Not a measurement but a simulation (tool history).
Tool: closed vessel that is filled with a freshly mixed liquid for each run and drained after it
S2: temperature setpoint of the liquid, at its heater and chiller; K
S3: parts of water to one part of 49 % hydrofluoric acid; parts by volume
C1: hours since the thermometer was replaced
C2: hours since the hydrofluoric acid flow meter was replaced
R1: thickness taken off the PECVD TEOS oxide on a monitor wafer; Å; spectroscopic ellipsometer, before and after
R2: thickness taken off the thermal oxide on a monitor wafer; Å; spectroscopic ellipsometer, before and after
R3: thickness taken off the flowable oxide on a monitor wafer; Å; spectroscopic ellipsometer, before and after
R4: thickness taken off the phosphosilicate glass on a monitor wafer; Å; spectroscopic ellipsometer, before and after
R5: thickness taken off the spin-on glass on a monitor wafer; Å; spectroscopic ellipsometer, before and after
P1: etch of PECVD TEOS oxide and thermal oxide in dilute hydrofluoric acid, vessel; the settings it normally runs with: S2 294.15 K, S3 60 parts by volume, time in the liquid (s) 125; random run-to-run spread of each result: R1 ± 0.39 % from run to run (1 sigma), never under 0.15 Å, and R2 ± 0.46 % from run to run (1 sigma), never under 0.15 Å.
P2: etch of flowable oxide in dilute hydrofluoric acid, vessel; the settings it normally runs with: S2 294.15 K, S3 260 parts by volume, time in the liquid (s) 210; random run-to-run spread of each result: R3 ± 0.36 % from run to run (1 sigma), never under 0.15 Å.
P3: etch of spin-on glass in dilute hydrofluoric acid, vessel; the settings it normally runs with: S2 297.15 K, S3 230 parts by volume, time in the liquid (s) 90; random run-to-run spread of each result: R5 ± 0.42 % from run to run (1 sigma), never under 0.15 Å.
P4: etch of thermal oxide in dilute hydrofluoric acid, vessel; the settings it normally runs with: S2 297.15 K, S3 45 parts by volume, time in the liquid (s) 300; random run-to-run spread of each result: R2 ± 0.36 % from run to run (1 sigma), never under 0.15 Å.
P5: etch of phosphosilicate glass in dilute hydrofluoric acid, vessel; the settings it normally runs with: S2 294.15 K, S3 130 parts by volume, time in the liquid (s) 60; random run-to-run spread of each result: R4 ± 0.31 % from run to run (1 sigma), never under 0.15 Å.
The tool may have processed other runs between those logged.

run 1 day=0.554 | process_that_ran=P1 S2=294.15 S3=60 time_in_the_liquid_(s)=125 | C1=432.5 C2=418.8 | R1=246.130 R2=87.949
run 2 day=0.867 | process_that_ran=P2 S2=294.15 S3=260 time_in_the_liquid_(s)=210 | C1=440.0 C2=426.3 | R3=194.05
run 3 day=1.146 | process_that_ran=P4 S2=297.15 S3=45 time_in_the_liquid_(s)=300 | C1=446.7 C2=433.0 | R2=329.580
run 4 day=1.717 | process_that_ran=P5 S2=294.15 S3=225 time_in_the_liquid_(s)=60 | C1=460.4 C2=446.7 | R4=172.46
run 5 day=2.092 | process_that_ran=P1 S2=299.65 S3=60 time_in_the_liquid_(s)=125 | C1=469.4 C2=455.7 | R1=308.900 R2=110.370
run 6 day=2.596 | process_that_ran=P3 S2=297.15 S3=230 time_in_the_liquid_(s)=90 | C1=481.5 C2=467.8 | R5=185.31
run 7 day=3.158 | process_that_ran=P1 S2=294.15 S3=60 time_in_the_liquid_(s)=125 | C1=495.0 C2=481.3 | R1=247.330 R2=88.206
run 8 day=3.688 | process_that_ran=P1 S2=294.15 S3=60 time_in_the_liquid_(s)=125 | C1=507.7 C2=494.0 | R1=246.080 R2=87.543
run 9 day=4.212 | process_that_ran=P1 S2=294.15 S3=60 time_in_the_liquid_(s)=125 | C1=520.3 C2=506.6 | R1=246.930 R2=87.615
run 10 day=4.717 | process_that_ran=P1 S2=294.15 S3=60 time_in_the_liquid_(s)=125 | C1=532.4 C2=518.7 | R1=246.750 R2=87.852
run 11 day=5.283 | process_that_ran=P1 S2=294.15 S3=20 time_in_the_liquid_(s)=125 | C1=546.0 C2=532.3 | R1=776.250 R2=277.390
-- day=5.504 hydrofluoric acid flow meter replaced
run 12 day=5.746 | process_that_ran=P1 S2=290.65 S3=60 time_in_the_liquid_(s)=30 | C1=557.1 C2=5.8 | R1=50.623 R2=18.055
run 13 day=6.296 | process_that_ran=P4 S2=297.15 S3=45 time_in_the_liquid_(s)=300 | C1=570.3 C2=19.0 | R2=328.640
run 14 day=6.650 | process_that_ran=P1 S2=294.15 S3=80 time_in_the_liquid_(s)=125 | C1=578.8 C2=27.5 | R1=180.620 R2=64.476
run 15 day=7.008 | process_that_ran=P4 S2=297.15 S3=20 time_in_the_liquid_(s)=300 | C1=587.4 C2=36.1 | R2=765.590
run 16 day=7.596 | process_that_ran=P3 S2=297.15 S3=230 time_in_the_liquid_(s)=150 | C1=601.5 C2=50.2 | R5=310.85
run 17 day=7.929 | process_that_ran=P4 S2=297.15 S3=45 time_in_the_liquid_(s)=560 | C1=609.5 C2=58.2 | R2=617.530
run 18 day=8.279 | process_that_ran=P2 S2=299.65 S3=260 time_in_the_liquid_(s)=210 | C1=617.9 C2=66.6 | R3=238.40
run 19 day=8.775 | process_that_ran=P2 S2=294.15 S3=425 time_in_the_liquid_(s)=210 | C1=629.8 C2=78.5 | R3=103.58
run 20 day=9.233 | process_that_ran=P3 S2=297.15 S3=90 time_in_the_liquid_(s)=90 | C1=640.8 C2=89.5 | R5=557.73
run 21 day=9.533 | process_that_ran=P2 S2=294.15 S3=260 time_in_the_liquid_(s)=30 | C1=648.0 C2=96.7 | R3=27.93
run 22 day=9.867 | process_that_ran=P3 S2=290.15 S3=230 time_in_the_liquid_(s)=90 | C1=656.0 C2=104.7 | R5=143.31
run 23 day=10.246 | process_that_ran=P5 S2=290.15 S3=130 time_in_the_liquid_(s)=60 | C1=665.1 C2=113.8 | R4=281.35
run 24 day=10.700 | process_that_ran=P1 S2=294.15 S3=60 time_in_the_liquid_(s)=30 | C1=676.0 C2=124.7 | R1=59.368 R2=21.195
run 25 day=11.046 | process_that_ran=P2 S2=294.15 S3=260 time_in_the_liquid_(s)=210 | C1=684.3 C2=133.0 | R3=194.76
run 26 day=11.592 | process_that_ran=P4 S2=290.65 S3=45 time_in_the_liquid_(s)=300 | C1=697.4 C2=146.1 | R2=249.500
run 27 day=12.175 | process_that_ran=P1 S2=290.15 S3=60 time_in_the_liquid_(s)=125 | C1=711.4 C2=160.1 | R1=207.610 R2=73.652
run 28 day=12.667 | process_that_ran=P5 S2=294.15 S3=130 time_in_the_liquid_(s)=60 | C1=723.2 C2=171.9 | R4=333.28
run 29 day=12.992 | process_that_ran=P1 S2=294.15 S3=60 time_in_the_liquid_(s)=125 | C1=731.0 C2=179.7 | R1=247.440 R2=87.385
run 30 day=13.383 | process_that_ran=P1 S2=290.15 S3=25 time_in_the_liquid_(s)=125 | C1=740.4 C2=189.1 | R1=517.080 R2=184.760
run 31 day=13.700 | process_that_ran=P5 S2=294.15 S3=130 time_in_the_liquid_(s)=60 | C1=748.0 C2=196.7 | R4=331.76
run 32 day=14.154 | process_that_ran=P1 S2=294.15 S3=60 time_in_the_liquid_(s)=185 | C1=758.9 C2=207.6 | R1=365.860 R2=129.850
run 33 day=14.471 | process_that_ran=P3 S2=297.15 S3=230 time_in_the_liquid_(s)=90 | C1=766.5 C2=215.2 | R5=186.24
run 34 day=14.996 | process_that_ran=P5 S2=294.15 S3=130 time_in_the_liquid_(s)=110 | C1=779.1 C2=227.8 | R4=604.34
run 35 day=15.438 | process_that_ran=P1 S2=294.15 S3=60 time_in_the_liquid_(s)=125 | C1=789.7 C2=238.4 | R1=245.640 R2=87.793
run 36 day=15.725 | process_that_ran=P1 S2=294.15 S3=60 time_in_the_liquid_(s)=125 | C1=796.6 C2=245.3 | R1=241.000 R2=85.534
run 37 day=15.975 | process_that_ran=P1 S2=294.15 S3=60 time_in_the_liquid_(s)=125 | C1=802.6 C2=251.3 | R1=238.450 R2=85.432
run 38 day=16.271 | process_that_ran=P1 S2=294.15 S3=60 time_in_the_liquid_(s)=125 | C1=809.7 C2=258.4 | R1=235.180 R2=83.714
run 39 day=16.783 | process_that_ran=P1 S2=294.15 S3=60 time_in_the_liquid_(s)=125 | C1=822.0 C2=270.7 | R1=231.230 R2=83.447
run 40 day=17.154 | process_that_ran=P1 S2=294.15 S3=60 time_in_the_liquid_(s)=125 | C1=830.9 C2=279.6 | R1=232.080 R2=82.208
run 41 day=17.721 | process_that_ran=P1 S2=294.15 S3=60 time_in_the_liquid_(s)=125 | C1=844.5 C2=293.2 | R1=228.160 R2=81.860
run 42 day=18.233 | process_that_ran=P1 S2=294.15 S3=60 time_in_the_liquid_(s)=125 | C1=856.8 C2=305.5 | R1=228.830 R2=80.849

Run 43 has not been measured yet. What should we expect?
run 43 day=18.758 | process_that_ran=P1 S2=294.15 S3=60 time_in_the_liquid_(s)=125 | C1=869.4 C2=318.1 | R1=? R2=?

R1: 226.400 Å
R2: 80.339 Å
